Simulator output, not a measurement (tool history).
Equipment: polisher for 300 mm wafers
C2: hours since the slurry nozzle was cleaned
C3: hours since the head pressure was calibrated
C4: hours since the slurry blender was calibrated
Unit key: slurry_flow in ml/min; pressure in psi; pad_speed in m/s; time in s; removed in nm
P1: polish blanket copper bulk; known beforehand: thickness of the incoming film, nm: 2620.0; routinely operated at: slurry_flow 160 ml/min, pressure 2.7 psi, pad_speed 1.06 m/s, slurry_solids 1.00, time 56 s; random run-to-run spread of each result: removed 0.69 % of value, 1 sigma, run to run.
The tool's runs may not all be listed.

{"run": 1, "hour": 7.8, "slurry_flow": 160, "pressure": 2.7, "pad_speed": 1.06, "slurry_solids": 1.0, "time": 56, "wafers polished on this pad": 841, "C2": 670.7, "C3": 550.8, "C4": 168.6, "removed": 575.3}
{"run": 2, "hour": 16.0, "slurry_flow": 240, "pressure": 2.7, "pad_speed": 1.06, "slurry_solids": 1.0, "time": 56, "wafers polished on this pad": 976, "C2": 678.9, "C3": 559.0, "C4": 176.8, "removed": 605.23}
{"run": 3, "hour": 23.7, "slurry_flow": 100, "pressure": 2.7, "pad_speed": 1.06, "slurry_solids": 1.0, "time": 78, "wafers polished on this pad": 1102, "C2": 686.6, "C3": 566.7, "C4": 184.5, "removed": 733.62}
{"run": 4, "hour": 35.4, "slurry_flow": 160, "pressure": 2.7, "pad_speed": 1.06, "slurry_solids": 1.0, "time": 56, "wafers polished on this pad": 1293, "C2": 698.3, "C3": 578.4, "C4": 196.2, "removed": 579.12}
{"run": 5, "hour": 43.8, "slurry_flow": 160, "pressure": 2.7, "pad_speed": 1.06, "slurry_solids": 1.0, "time": 56, "wafers polished on this pad": 1431, "C2": 706.7, "C3": 586.8, "C4": 204.6, "removed": 566.27}
{"run": 6, "hour": 58.6, "slurry_flow": 160, "pressure": 1.5, "pad_speed": 1.06, "slurry_solids": 1.0, "time": 56, "wafers polished on this pad": 1674, "C2": 721.5, "C3": 601.6, "C4": 219.4, "removed": 318.44}
{"run": 7, "hour": 67.0, "slurry_flow": 160, "pressure": 2.7, "pad_speed": 1.06, "slurry_solids": 1.45, "time": 56, "wafers polished on this pad": 1811, "C2": 729.9, "C3": 610.0, "C4": 227.8, "removed": 620.99}
{"run": 8, "hour": 83.8, "slurry_flow": 160, "pressure": 4.0, "pad_speed": 1.06, "slurry_solids": 1.0, "time": 56, "wafers polished on this pad": 2086, "C2": 746.7, "C3": 626.8, "C4": 244.6, "removed": 843.22}
{"run": 9, "hour": 97.2, "slurry_flow": 95, "pressure": 2.7, "pad_speed": 1.06, "slurry_solids": 1.0, "time": 56, "wafers polished on this pad": 2306, "C2": 760.1, "C3": 640.2, "C4": 258.0, "removed": 522.27}
{"run": 10, "hour": 113.0, "slurry_flow": 160, "pressure": 2.7, "pad_speed": 1.06, "slurry_solids": 1.0, "time": 89, "wafers polished on this pad": 2565, "C2": 775.9, "C3": 656.0, "C4": 273.8, "removed": 913.72}
{"run": 11, "hour": 122.5, "slurry_flow": 160, "pressure": 2.7, "pad_speed": 1.06, "slurry_solids": 1.0, "time": 27, "wafers polished on this pad": 2721, "C2": 785.4, "C3": 665.5, "C4": 283.3, "removed": 274.85}
{"run": 12, "hour": 132.6, "slurry_flow": 160, "pressure": 2.7, "pad_speed": 1.06, "slurry_solids": 1.0, "time": 56, "wafers polished on this pad": 2886, "C2": 795.5, "C3": 675.6, "C4": 293.4, "removed": 568.96}
{"hour": 144.2, "done": "slurry nozzle cleaned"}
{"run": 13, "hour": 145.8, "slurry_flow": 160, "pressure": 2.7, "pad_speed": 1.06, "slurry_solids": 1.0, "time": 56, "wafers polished on this pad": 3102, "C2": 1.6, "C3": 688.8, "C4": 306.6, "removed": 574.38}
{"run": 14, "hour": 161.1, "slurry_flow": 160, "pressure": 2.7, "pad_speed": 1.06, "slurry_solids": 1.0, "time": 56, "wafers polished on this pad": 3353, "C2": 16.9, "C3": 704.1, "C4": 321.9, "removed": 574.25}
{"run": 15, "hour": 171.5, "slurry_flow": 95, "pressure": 3.5, "pad_speed": 1.06, "slurry_solids": 1.0, "time": 56, "wafers polished on this pad": 3523, "C2": 27.3, "C3": 714.5, "C4": 332.3, "removed": 666.11}
{"run": 16, "hour": 179.0, "slurry_flow": 160, "pressure": 2.7, "pad_speed": 1.06, "slurry_solids": 0.5, "time": 56, "wafers polished on this pad": 3646, "C2": 34.8, "C3": 722.0, "C4": 339.8, "removed": 497.1}
{"run": 17, "hour": 193.2, "slurry_flow": 160, "pressure": 2.7, "pad_speed": 0.48, "slurry_solids": 1.0, "time": 56, "wafers polished on this pad": 3879, "C2": 49.0, "C3": 736.2, "C4": 354.0, "removed": 259.45}
{"run": 18, "hour": 207.1, "slurry_flow": 160, "pressure": 3.4, "pad_speed": 1.06, "slurry_solids": 0.8, "time": 56, "wafers polished on this pad": 4107, "C2": 62.9, "C3": 750.1, "C4": 367.9, "removed": 691.22}
{"run": 19, "hour": 220.2, "slurry_flow": 160, "pressure": 2.7, "pad_speed": 1.06, "slurry_solids": 1.0, "time": 56, "wafers polished on this pad": 4321, "C2": 76.0, "C3": 763.2, "C4": 381.0, "removed": 579.29}
{"run": 20, "hour": 232.3, "slurry_flow": 160, "pressure": 2.7, "pad_speed": 1.52, "slurry_solids": 1.0, "time": 56, "wafers polished on this pad": 4520, "C2": 88.1, "C3": 775.3, "C4": 393.1, "removed": 821.06}
{"run": 21, "hour": 248.9, "slurry_flow": 160, "pressure": 2.7, "pad_speed": 1.06, "slurry_solids": 1.0, "time": 56, "wafers polished on this pad": 4792, "C2": 104.7, "C3": 791.9, "C4": 409.7, "removed": 573.6}
{"run": 22, "hour": 265.3, "slurry_flow": 160, "pressure": 2.7, "pad_speed": 1.06, "slurry_solids": 1.0, "time": 56, "wafers polished on this pad": 5060, "C2": 121.1, "C3": 808.3, "C4": 426.1, "removed": 556.34}
{"run": 23, "hour": 276.9, "slurry_flow": 160, "pressure": 2.7, "pad_speed": 1.06, "slurry_solids": 1.0, "time": 56, "wafers polished on this pad": 5250, "C2": 132.7, "C3": 819.9, "C4": 437.7, "removed": 560.17}

Estimate the outcome of run 24 from the log above:
{"run": 24, "hour": 292.9, "slurry_flow": 160, "pressure": 2.7, "pad_speed": 1.06, "slurry_solids": 1.0, "time": 56, "wafers polished on this pad": 5513, "C2": 148.7, "C3": 835.9, "C4": 453.7, "removed": "?"}

removed: 546.75 nm

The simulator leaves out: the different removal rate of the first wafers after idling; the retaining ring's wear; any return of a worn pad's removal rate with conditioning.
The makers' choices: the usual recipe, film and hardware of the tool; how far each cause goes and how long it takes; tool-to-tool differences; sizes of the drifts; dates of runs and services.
